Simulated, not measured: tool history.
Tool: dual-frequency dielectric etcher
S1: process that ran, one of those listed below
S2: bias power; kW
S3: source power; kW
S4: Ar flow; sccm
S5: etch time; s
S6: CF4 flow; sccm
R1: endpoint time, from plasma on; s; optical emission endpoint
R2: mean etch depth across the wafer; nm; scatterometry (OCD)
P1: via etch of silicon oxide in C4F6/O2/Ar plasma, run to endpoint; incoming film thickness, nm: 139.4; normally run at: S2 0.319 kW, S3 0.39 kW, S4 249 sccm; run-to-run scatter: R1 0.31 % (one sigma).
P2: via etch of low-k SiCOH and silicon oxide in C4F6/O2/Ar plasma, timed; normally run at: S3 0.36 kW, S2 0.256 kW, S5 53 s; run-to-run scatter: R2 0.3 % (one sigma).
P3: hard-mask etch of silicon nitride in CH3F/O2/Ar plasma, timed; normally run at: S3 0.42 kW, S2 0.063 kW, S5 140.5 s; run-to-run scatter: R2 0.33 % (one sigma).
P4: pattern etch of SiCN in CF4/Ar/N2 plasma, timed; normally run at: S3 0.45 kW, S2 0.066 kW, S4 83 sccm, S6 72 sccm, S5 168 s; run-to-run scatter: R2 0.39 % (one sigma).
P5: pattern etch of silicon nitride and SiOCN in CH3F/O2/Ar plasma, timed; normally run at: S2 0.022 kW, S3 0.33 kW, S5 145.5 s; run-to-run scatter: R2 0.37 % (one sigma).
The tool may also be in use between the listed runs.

Run 1, hour 5.7: S1 P1, S2 0.319 kW, S3 0.39 kW, S4 249 sccm. Result: R1 35.096 s.
Run 2, hour 13.7: S1 P2, S2 0.256 kW, S3 0.28 kW, S5 53 s. Result: R2 143.84 nm.
Run 3, hour 22.6: S1 P1, S2 0.319 kW, S3 0.29 kW, S4 172 sccm. Result: R1 37.487 s.
Run 4, hour 33.3: S1 P3, S2 0.063 kW, S3 0.42 kW, S5 200.5 s. Result: R2 135.67 nm.
Run 5, hour 44.8: S1 P1, S2 0.319 kW, S3 0.39 kW, S4 179 sccm. Result: R1 33.699 s.
Run 6, hour 51: S1 P1, S2 0.199 kW, S3 0.39 kW, S4 249 sccm. Result: R1 40.936 s.
Run 7, hour 58.1: S1 P4, S2 0.066 kW, S3 0.45 kW, S4 83 sccm, S5 168 s, S6 72 sccm. Result: R2 144.78 nm.
Run 8, hour 63.8: S1 P1, S2 0.319 kW, S3 0.39 kW, S4 249 sccm. Result: R1 35.13 s.
Run 9, hour 75.7: S1 P5, S2 0.03 kW, S3 0.33 kW, S5 145.5 s. Result: R2 21.036 nm.
Run 10, hour 86.6: S1 P4, S2 0.066 kW, S3 0.45 kW, S4 49 sccm, S5 168 s, S6 72 sccm. Result: R2 154.34 nm.
Run 11, hour 96.9: S1 P1, S2 0.319 kW, S3 0.48 kW, S4 249 sccm. Result: R1 32.318 s.
Run 12, hour 107.7: S1 P1, S2 0.2 kW, S3 0.39 kW, S4 292 sccm. Result: R1 41.786 s.
Run 13, hour 118.1: S1 P3, S2 0.063 kW, S3 0.42 kW, S5 140.5 s. Result: R2 95.316 nm.
At hour 124.1: bias power generator calibrated.
Run 14, hour 128: S1 P3, S2 0.081 kW, S3 0.42 kW, S5 140.5 s. Result: R2 103.94 nm.
Run 15, hour 135.6: S1 P5, S2 0.022 kW, S3 0.33 kW, S5 214 s. Result: R2 26.782 nm.
Run 16, hour 147.1: S1 P1, S2 0.319 kW, S3 0.24 kW, S4 249 sccm. Result: R1 42.032 s.
Run 17, hour 157.4: S1 P1, S2 0.319 kW, S3 0.39 kW, S4 249 sccm. Result: R1 35.077 s.
Run 18, hour 167.4: S1 P2, S2 0.256 kW, S3 0.36 kW, S5 53 s. Result: R2 157.49 nm.
Run 19, hour 174.1: S1 P2, S2 0.192 kW, S3 0.36 kW, S5 53 s. Result: R2 142.77 nm.
Run 20, hour 179.8: S1 P4, S2 0.066 kW, S3 0.45 kW, S4 83 sccm, S5 168 s, S6 94 sccm. Result: R2 149.11 nm.
Run 21, hour 187.9: S1 P3, S2 0.063 kW, S3 0.42 kW, S5 140.5 s. Result: R2 95.58 nm.
Run 22, hour 196.3: S1 P1, S2 0.319 kW, S3 0.54 kW, S4 164 sccm. Result: R1 29.511 s.

Forecast run 23:
Run 23, hour 204.2: S1 P1, S2 0.319 kW, S3 0.39 kW, S4 249 sccm. Result: R1 ?.

R1: 35.115 s

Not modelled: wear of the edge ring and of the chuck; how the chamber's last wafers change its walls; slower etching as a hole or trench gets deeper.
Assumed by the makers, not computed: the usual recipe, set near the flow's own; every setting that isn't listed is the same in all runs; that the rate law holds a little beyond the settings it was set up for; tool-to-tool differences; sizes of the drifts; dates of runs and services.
